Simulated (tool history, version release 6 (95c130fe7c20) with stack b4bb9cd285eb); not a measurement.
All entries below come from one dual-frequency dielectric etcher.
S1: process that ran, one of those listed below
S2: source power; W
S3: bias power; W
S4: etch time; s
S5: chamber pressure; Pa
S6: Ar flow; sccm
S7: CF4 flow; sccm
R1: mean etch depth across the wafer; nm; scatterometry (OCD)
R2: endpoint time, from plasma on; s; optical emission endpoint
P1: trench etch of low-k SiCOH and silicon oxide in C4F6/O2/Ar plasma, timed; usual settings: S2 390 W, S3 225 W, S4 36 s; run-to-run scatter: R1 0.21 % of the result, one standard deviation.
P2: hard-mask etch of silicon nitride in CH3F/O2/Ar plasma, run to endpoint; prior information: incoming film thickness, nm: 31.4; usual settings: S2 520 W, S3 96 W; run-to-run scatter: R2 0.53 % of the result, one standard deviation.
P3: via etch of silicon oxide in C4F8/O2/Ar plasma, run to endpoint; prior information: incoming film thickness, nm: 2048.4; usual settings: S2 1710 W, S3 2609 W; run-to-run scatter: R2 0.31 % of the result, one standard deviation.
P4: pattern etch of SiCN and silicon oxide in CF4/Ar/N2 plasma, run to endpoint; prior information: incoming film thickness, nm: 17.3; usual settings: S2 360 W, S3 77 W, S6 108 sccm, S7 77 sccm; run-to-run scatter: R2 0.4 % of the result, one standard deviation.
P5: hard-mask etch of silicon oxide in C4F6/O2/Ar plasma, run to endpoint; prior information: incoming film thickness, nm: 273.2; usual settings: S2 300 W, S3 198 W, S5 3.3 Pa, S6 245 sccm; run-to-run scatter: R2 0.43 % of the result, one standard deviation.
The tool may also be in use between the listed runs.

run	hour	S1	S2	S3	S4	S5	S6	S7	R1	R2
1	7.7	P1	390	225	36				122.05	
2	16.4	P5	300	198		3.3	346			95.988
3	31.8	P1	390	225	36				122.36	
4	46.8	P1	390	225	36				121.96	
5	57.2	P1	390	225	52.5				177.9	
6	64.7	P4	360	77			153	77		25.979
7	76.6	P1	480	225	36				132.29	
8	84.6	P4	360	95			108	77		22.917
9	92.1	P2	680	96						32.635
10	103	P4	360	77			108	77		24.676
11	111	P1	390	225	36				121.53	
12	123.6	P1	390	225	36				121.76	
13	133.8	P1	530	179	36				127.84	
14	148.8	P5	300	142		3.3	245			103.27
15	163.7	P4	360	77			108	77		24.837
16	180.8	P4	360	77			108	63		25.573
17	190.3	P1	390	318	36				137.1	
18	204.2	P1	230	225	36				99.212	
19	218.7	P3	2370	2609						347.81
20	235.9	P3	1710	2019						428.93
21	250.1	P5	300	198		4.5	245			95.38
22	261.8	P1	390	225	20.5				69.378	
23	274.4	P4	490	77			108	77		18.935
24	287.4	P2	520	96						35.965
25	300	P1	390	151	36				107.2	
26	314.3	P5	240	198		3.3	245			100.49
27	330.9	P1	260	225	25.5				73.758	
28	340.7	P1	390	225	36				121.69	
29	351.1	P3	1710	2609						394.62
30	359.4	P2	520	131						32.151

What will run 31 give?
31	369	P5	300	198		3.3	245			?

R2: 92.658 s

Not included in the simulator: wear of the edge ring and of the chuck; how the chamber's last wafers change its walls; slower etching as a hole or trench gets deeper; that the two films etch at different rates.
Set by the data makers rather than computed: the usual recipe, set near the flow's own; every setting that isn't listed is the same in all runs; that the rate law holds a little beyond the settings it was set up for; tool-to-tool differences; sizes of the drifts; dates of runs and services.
